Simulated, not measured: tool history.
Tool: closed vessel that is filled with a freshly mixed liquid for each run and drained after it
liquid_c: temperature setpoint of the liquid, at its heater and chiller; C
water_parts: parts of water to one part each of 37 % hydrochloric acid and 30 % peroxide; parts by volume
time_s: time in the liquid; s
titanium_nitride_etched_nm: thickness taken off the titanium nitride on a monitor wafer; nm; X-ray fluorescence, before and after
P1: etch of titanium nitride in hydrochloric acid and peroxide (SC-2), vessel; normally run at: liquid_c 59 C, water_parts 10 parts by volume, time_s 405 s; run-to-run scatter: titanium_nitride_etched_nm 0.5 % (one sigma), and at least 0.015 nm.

run 1 hour=11.6 | liquid_c=59 water_parts=10 time_s=405 | titanium_nitride_etched_nm=14.519
run 2 hour=22.1 | liquid_c=59 water_parts=10 time_s=405 | titanium_nitride_etched_nm=14.353
run 3 hour=28.7 | liquid_c=69.5 water_parts=10 time_s=405 | titanium_nitride_etched_nm=27.558
run 4 hour=38.4 | liquid_c=59 water_parts=10 time_s=405 | titanium_nitride_etched_nm=14.636
run 5 hour=46.6 | liquid_c=59 water_parts=4 time_s=675 | titanium_nitride_etched_nm=48.407
-- hour=56.3 thermometer replaced
run 6 hour=57.8 | liquid_c=59 water_parts=15 time_s=405 | titanium_nitride_etched_nm=10.325
run 7 hour=64 | liquid_c=59 water_parts=4 time_s=405 | titanium_nitride_etched_nm=28.938
run 8 hour=72.7 | liquid_c=59 water_parts=10 time_s=405 | titanium_nitride_etched_nm=14.443
run 9 hour=82.8 | liquid_c=59 water_parts=10 time_s=815 | titanium_nitride_etched_nm=29.086
run 10 hour=90.4 | liquid_c=59 water_parts=10 time_s=405 | titanium_nitride_etched_nm=14.45
run 11 hour=98.4 | liquid_c=59 water_parts=10 time_s=90 | titanium_nitride_etched_nm=3.2278
run 12 hour=107.3 | liquid_c=43 water_parts=10 time_s=405 | titanium_nitride_etched_nm=5.03
run 13 hour=116 | liquid_c=59 water_parts=10 time_s=405 | titanium_nitride_etched_nm=14.53
run 14 hour=121.9 | liquid_c=59 water_parts=10 time_s=405 | titanium_nitride_etched_nm=14.298
run 15 hour=132.2 | liquid_c=59 water_parts=10 time_s=405 | titanium_nitride_etched_nm=13.992
run 16 hour=140.6 | liquid_c=59 water_parts=10 time_s=405 | titanium_nitride_etched_nm=13.741
run 17 hour=150.9 | liquid_c=59 water_parts=10 time_s=405 | titanium_nitride_etched_nm=13.609
run 18 hour=159 | liquid_c=59 water_parts=10 time_s=405 | titanium_nitride_etched_nm=13.64

Run 19 comes next. What will it give?
-- hour=159.7 new drum of peroxide connected
run 19 hour=169.1 | liquid_c=59 water_parts=10 time_s=405 | titanium_nitride_etched_nm=?

Run 19 gave titanium_nitride_etched_nm 13.465 nm.
